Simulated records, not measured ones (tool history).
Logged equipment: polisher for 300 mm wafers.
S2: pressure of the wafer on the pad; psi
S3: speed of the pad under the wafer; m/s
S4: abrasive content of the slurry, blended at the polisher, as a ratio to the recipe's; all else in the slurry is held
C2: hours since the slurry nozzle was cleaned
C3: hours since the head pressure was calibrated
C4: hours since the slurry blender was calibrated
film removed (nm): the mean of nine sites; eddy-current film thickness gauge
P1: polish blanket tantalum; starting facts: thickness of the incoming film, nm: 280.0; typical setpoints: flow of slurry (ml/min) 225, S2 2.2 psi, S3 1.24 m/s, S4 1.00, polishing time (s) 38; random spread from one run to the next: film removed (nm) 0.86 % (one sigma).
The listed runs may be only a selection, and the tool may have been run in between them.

{"run": 1, "hour": 9.1, "flow of slurry (ml/min)": 225, "S2": 2.2, "S3": 1.24, "S4": 1.0, "polishing time (s)": 38, "wafers polished on this pad": 668, "C2": 131.5, "C3": 150.7, "C4": 102.9, "film removed (nm)": 81.799}
{"run": 2, "hour": 22.3, "flow of slurry (ml/min)": 325, "S2": 2.2, "S3": 0.9, "S4": 1.0, "polishing time (s)": 38, "wafers polished on this pad": 762, "C2": 144.7, "C3": 163.9, "C4": 116.1, "film removed (nm)": 61.622}
{"run": 3, "hour": 34.2, "flow of slurry (ml/min)": 225, "S2": 2.2, "S3": 1.86, "S4": 1.0, "polishing time (s)": 38, "wafers polished on this pad": 846, "C2": 156.6, "C3": 175.8, "C4": 128.0, "film removed (nm)": 124.11}
{"run": 4, "hour": 45.5, "flow of slurry (ml/min)": 225, "S2": 2.2, "S3": 1.24, "S4": 1.25, "polishing time (s)": 38, "wafers polished on this pad": 926, "C2": 167.9, "C3": 187.1, "C4": 139.3, "film removed (nm)": 85.221}
{"run": 5, "hour": 57.1, "flow of slurry (ml/min)": 225, "S2": 2.2, "S3": 1.24, "S4": 1.0, "polishing time (s)": 38, "wafers polished on this pad": 1009, "C2": 179.5, "C3": 198.7, "C4": 150.9, "film removed (nm)": 82.967}
{"run": 6, "hour": 64.2, "flow of slurry (ml/min)": 225, "S2": 2.2, "S3": 0.56, "S4": 1.0, "polishing time (s)": 38, "wafers polished on this pad": 1059, "C2": 186.6, "C3": 205.8, "C4": 158.0, "film removed (nm)": 36.838}
{"run": 7, "hour": 73.8, "flow of slurry (ml/min)": 225, "S2": 3.5, "S3": 1.24, "S4": 1.0, "polishing time (s)": 38, "wafers polished on this pad": 1127, "C2": 196.2, "C3": 215.4, "C4": 167.6, "film removed (nm)": 131.26}
{"run": 8, "hour": 81.4, "flow of slurry (ml/min)": 225, "S2": 2.2, "S3": 1.24, "S4": 1.0, "polishing time (s)": 38, "wafers polished on this pad": 1181, "C2": 203.8, "C3": 223.0, "C4": 175.2, "film removed (nm)": 82.626}
{"run": 9, "hour": 94.4, "flow of slurry (ml/min)": 225, "S2": 2.2, "S3": 1.24, "S4": 1.0, "polishing time (s)": 57, "wafers polished on this pad": 1273, "C2": 216.8, "C3": 236.0, "C4": 188.2, "film removed (nm)": 122.45}
{"run": 10, "hour": 107.6, "flow of slurry (ml/min)": 295, "S2": 2.2, "S3": 1.24, "S4": 1.0, "polishing time (s)": 38, "wafers polished on this pad": 1367, "C2": 230.0, "C3": 249.2, "C4": 201.4, "film removed (nm)": 83.593}
{"run": 11, "hour": 115.4, "flow of slurry (ml/min)": 135, "S2": 2.2, "S3": 1.24, "S4": 1.0, "polishing time (s)": 38, "wafers polished on this pad": 1422, "C2": 237.8, "C3": 257.0, "C4": 209.2, "film removed (nm)": 75.925}
{"run": 12, "hour": 124.3, "flow of slurry (ml/min)": 225, "S2": 2.2, "S3": 1.24, "S4": 0.5, "polishing time (s)": 38, "wafers polished on this pad": 1486, "C2": 246.7, "C3": 265.9, "C4": 218.1, "film removed (nm)": 63.27}
{"run": 13, "hour": 133.2, "flow of slurry (ml/min)": 225, "S2": 1.2, "S3": 1.24, "S4": 1.0, "polishing time (s)": 38, "wafers polished on this pad": 1549, "C2": 255.6, "C3": 274.8, "C4": 227.0, "film removed (nm)": 45.11}
{"run": 14, "hour": 146.3, "flow of slurry (ml/min)": 225, "S2": 2.2, "S3": 1.24, "S4": 1.0, "polishing time (s)": 38, "wafers polished on this pad": 1642, "C2": 268.7, "C3": 287.9, "C4": 240.1, "film removed (nm)": 82.262}
{"run": 15, "hour": 153.0, "flow of slurry (ml/min)": 225, "S2": 2.2, "S3": 1.24, "S4": 1.0, "polishing time (s)": 21, "wafers polished on this pad": 1689, "C2": 275.4, "C3": 294.6, "C4": 246.8, "film removed (nm)": 45.516}
{"run": 16, "hour": 163.0, "flow of slurry (ml/min)": 225, "S2": 2.2, "S3": 1.24, "S4": 1.0, "polishing time (s)": 38, "wafers polished on this pad": 1760, "C2": 285.4, "C3": 304.6, "C4": 256.8, "film removed (nm)": 83.364}
{"run": 17, "hour": 174.4, "flow of slurry (ml/min)": 225, "S2": 2.2, "S3": 1.24, "S4": 1.0, "polishing time (s)": 38, "wafers polished on this pad": 1841, "C2": 296.8, "C3": 316.0, "C4": 268.2, "film removed (nm)": 78.235}
{"run": 18, "hour": 182.4, "flow of slurry (ml/min)": 225, "S2": 2.2, "S3": 1.24, "S4": 1.0, "polishing time (s)": 38, "wafers polished on this pad": 1898, "C2": 304.8, "C3": 324.0, "C4": 276.2, "film removed (nm)": 75.75}
{"run": 19, "hour": 189.2, "flow of slurry (ml/min)": 225, "S2": 2.2, "S3": 1.24, "S4": 1.0, "polishing time (s)": 38, "wafers polished on this pad": 1946, "C2": 311.6, "C3": 330.8, "C4": 283.0, "film removed (nm)": 76.535}

What does the tool deliver on the next run?
{"run": 20, "hour": 197.8, "flow of slurry (ml/min)": 225, "S2": 2.2, "S3": 1.24, "S4": 1.0, "polishing time (s)": 38, "wafers polished on this pad": 2007, "C2": 320.2, "C3": 339.4, "C4": 291.6, "film removed (nm)": "?"}

film removed (nm): 73.471
